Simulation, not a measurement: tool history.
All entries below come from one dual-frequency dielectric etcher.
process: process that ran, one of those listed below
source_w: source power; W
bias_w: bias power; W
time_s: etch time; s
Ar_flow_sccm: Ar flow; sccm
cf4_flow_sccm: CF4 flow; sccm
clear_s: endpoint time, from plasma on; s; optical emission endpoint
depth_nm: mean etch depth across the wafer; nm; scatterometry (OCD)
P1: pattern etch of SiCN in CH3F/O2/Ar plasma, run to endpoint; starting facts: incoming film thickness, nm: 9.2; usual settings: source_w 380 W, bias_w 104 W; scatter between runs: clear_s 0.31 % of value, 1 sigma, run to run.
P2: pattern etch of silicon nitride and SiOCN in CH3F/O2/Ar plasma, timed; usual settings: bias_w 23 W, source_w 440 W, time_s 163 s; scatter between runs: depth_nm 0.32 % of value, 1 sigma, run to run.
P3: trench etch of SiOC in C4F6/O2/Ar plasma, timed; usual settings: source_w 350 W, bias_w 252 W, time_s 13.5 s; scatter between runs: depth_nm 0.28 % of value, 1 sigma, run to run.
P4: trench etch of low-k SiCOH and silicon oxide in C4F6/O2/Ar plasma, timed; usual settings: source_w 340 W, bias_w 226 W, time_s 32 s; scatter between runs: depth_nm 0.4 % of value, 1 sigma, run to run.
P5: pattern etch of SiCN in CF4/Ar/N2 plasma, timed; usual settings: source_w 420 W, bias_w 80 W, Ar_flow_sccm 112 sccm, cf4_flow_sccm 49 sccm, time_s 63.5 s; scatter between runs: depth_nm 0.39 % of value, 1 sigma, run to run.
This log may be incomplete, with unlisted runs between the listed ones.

| run | day | process | source_w | bias_w | time_s | Ar_flow_sccm | cf4_flow_sccm | hours since the last wet clean | hours since the last source power generator calibration | hours since the last bias power generator calibration | clear_s | depth_nm |
|---|---|---|---|---|---|---|---|---|---|---|---|---|
| 1 | 0.242 | P1 | 380 | 104 |  |  |  | 166.3 | 1773 | 1073.8 | 21.621 |  |
| 2 | 0.55 | P1 | 300 | 104 |  |  |  | 173.7 | 1780.4 | 1081.2 | 23.68 |  |
| 3 | 0.862 | P4 | 340 | 184 | 32 |  |  | 181.2 | 1787.9 | 1088.7 |  | 92.709 |
| 4 | 1.179 | P2 | 590 | 23 | 163 |  |  | 188.8 | 1795.5 | 1096.3 |  | 25.185 |
| 5 | 1.425 | P2 | 440 | 23 | 90.5 |  |  | 194.7 | 1801.4 | 1102.2 |  | 12.603 |
| 6 | 1.675 | P3 | 420 | 252 | 13.5 |  |  | 200.7 | 1807.4 | 1108.2 |  | 31.876 |
| 7 | 2.038 | P1 | 240 | 80 |  |  |  | 209.4 | 1816.1 | 1116.9 | 28.387 |  |
| 8 | 2.371 | P1 | 380 | 132 |  |  |  | 217.4 | 1824.1 | 1124.9 | 19.666 |  |
| 9 | 2.596 | P1 | 380 | 104 |  |  |  | 222.8 | 1829.5 | 1130.3 | 21.674 |  |
| 10 | 2.917 | P3 | 350 | 252 | 17 |  |  | 230.5 | 1837.2 | 1138 |  | 37.314 |
| 11 | 3.221 | P5 | 260 | 80 | 63.5 | 112 | 49 | 237.8 | 1844.5 | 1145.3 |  | 33.528 |
| 12 | 3.562 | P3 | 350 | 157 | 13.5 |  |  | 246 | 1852.7 | 1153.5 |  | 25.386 |
| 13 | 3.938 | P4 | 340 | 226 | 32 |  |  | 255 | 1861.7 | 1162.5 |  | 100.06 |
| 14 | 4.171 | P4 | 210 | 226 | 32 |  |  | 260.6 | 1867.3 | 1168.1 |  | 82.566 |
| 15 | 4.417 | P1 | 380 | 104 |  |  |  | 266.5 | 1873.2 | 1174 | 21.647 |  |
| 16 | 4.754 | P1 | 380 | 71 |  |  |  | 274.6 | 1881.3 | 1182.1 | 24.851 |  |
| 17 | 4.925 | P2 | 440 | 16 | 163 |  |  | 278.7 | 1885.4 | 1186.2 |  | 19.458 |
| 18 | 5.1 | P4 | 340 | 226 | 21 |  |  | 282.9 | 1889.6 | 1190.4 |  | 65.838 |
| 19 | 5.375 | P5 | 420 | 80 | 63.5 | 112 | 49 | 289.5 | 1896.2 | 1197 |  | 50.816 |
|  | 5.471 | wet clean of the chamber |
| 20 | 5.562 | P4 | 340 | 226 | 32 |  |  | 2.3 | 1900.7 | 1201.5 |  | 99.484 |
| 21 | 5.729 | P2 | 440 | 23 | 163 |  |  | 6.3 | 1904.7 | 1205.5 |  | 22.847 |
| 22 | 5.967 | P1 | 380 | 104 |  |  |  | 12 | 1910.4 | 1211.2 | 21.656 |  |
| 23 | 6.292 | P3 | 350 | 252 | 13.5 |  |  | 19.8 | 1918.2 | 1219 |  | 29.694 |
| 24 | 6.646 | P5 | 420 | 80 | 45.5 | 112 | 49 | 28.3 | 1926.7 | 1227.5 |  | 36.457 |
| 25 | 6.979 | P5 | 420 | 80 | 63.5 | 112 | 35 | 36.3 | 1934.7 | 1235.5 |  | 48.173 |
| 26 | 7.192 | P1 | 380 | 104 |  |  |  | 41.4 | 1939.8 | 1240.6 | 21.594 |  |
| 27 | 7.496 | P5 | 420 | 80 | 63.5 | 112 | 49 | 48.7 | 1947.1 | 1247.9 |  | 50.525 |
| 28 | 7.725 | P5 | 420 | 99 | 63.5 | 112 | 49 | 54.2 | 1952.6 | 1253.4 |  | 55.15 |
| 29 | 7.888 | P5 | 420 | 80 | 63.5 | 72 | 49 | 58.1 | 1956.5 | 1257.3 |  | 54.318 |
| 30 | 8.104 | P1 | 380 | 104 |  |  |  | 63.3 | 1961.7 | 1262.5 | 21.724 |  |
| 31 | 8.392 | P1 | 480 | 104 |  |  |  | 70.2 | 1968.6 | 1269.4 | 19.796 |  |
| 32 | 8.562 | P2 | 440 | 23 | 163 |  |  | 74.3 | 1972.7 | 1273.5 |  | 22.722 |
| 33 | 8.888 | P1 | 380 | 104 |  |  |  | 82.1 | 1980.5 | 1281.3 | 21.685 |  |
| 34 | 9.242 | P1 | 380 | 104 |  |  |  | 90.6 | 1989 | 1289.8 | 21.315 |  |
| 35 | 9.525 | P1 | 380 | 104 |  |  |  | 97.4 | 1995.8 | 1296.6 | 21.38 |  |
|  | 9.883 | wet clean of the chamber |
| 36 | 9.896 | P1 | 380 | 104 |  |  |  | 0.3 | 2004.7 | 1305.5 | 21.481 |  |
| 37 | 10.108 | P1 | 380 | 104 |  |  |  | 5.4 | 2009.8 | 1310.6 | 21.248 |  |
| 38 | 10.458 | P1 | 380 | 104 |  |  |  | 13.8 | 2018.2 | 1319 | 21.312 |  |
| 39 | 10.712 | P1 | 380 | 104 |  |  |  | 19.9 | 2024.3 | 1325.1 | 21.308 |  |
| 40 | 10.879 | P1 | 380 | 104 |  |  |  | 23.9 | 2028.3 | 1329.1 | 21.239 |  |
| 41 | 11.2 | P1 | 380 | 104 |  |  |  | 31.6 | 2036 | 1336.8 | 21.262 |  |

Something has made what P1 gives creep away from where it was; the 2 causes below, each at its own stated size, fit the log equally well:
A: source power that arrives over what is set, % = 4.77
B: bias power that arrives over what is set, % = 4.58
Creep in the process output first set in at about day 8.888.
Why every other cause is out:
chamber walls in a state that raises the etch rate, %: was serviced at day 9.883, once the creep was under way, yet the earlier output never came back

4 check runs are offered, each on 2 wafers whose results are averaged, their results left as question marks. Which one tells the causes apart?
| check 1 | 11.521 | P2 | 440 | 23 | 163 |  |  |  |  |  |  | ? |
| check 2 | 11.521 | P4 | 340 | 226 | 32 |  |  |  |  |  |  | ? |
| check 3 | 11.521 | P5 | 420 | 80 | 63.5 | 112 | 49 |  |  |  |  | ? |
| check 4 | 11.521 | P3 | 350 | 252 | 13.5 |  |  |  |  |  |  | ? |

Check results expected under each cause:
| check | result | if A | if B |
|---|---|---|---|
| check 1 | depth_nm | 23.144 | 23.234 |
| check 2 | depth_nm | 101.61 | 101.32 |
| check 3 | depth_nm | 52.954 | 51.739 |
| check 4 | depth_nm | 30.262 | 30.19 |
Gap, in per cent, between the two causes that each check separates least, read from the result that separates them most: check 1 0.39 %; check 2 0.28 %; check 3 2.32 %; check 4 0.24 %
Check 3 distinguishes between the causes, while the remaining checks would return nearly the same result for all of them.

Check 3 has now been run. It gave: depth_nm 52.91 nm. Which of the candidate causes is it?

Of the candidate causes, it is A: source power that arrives over what is set, %.
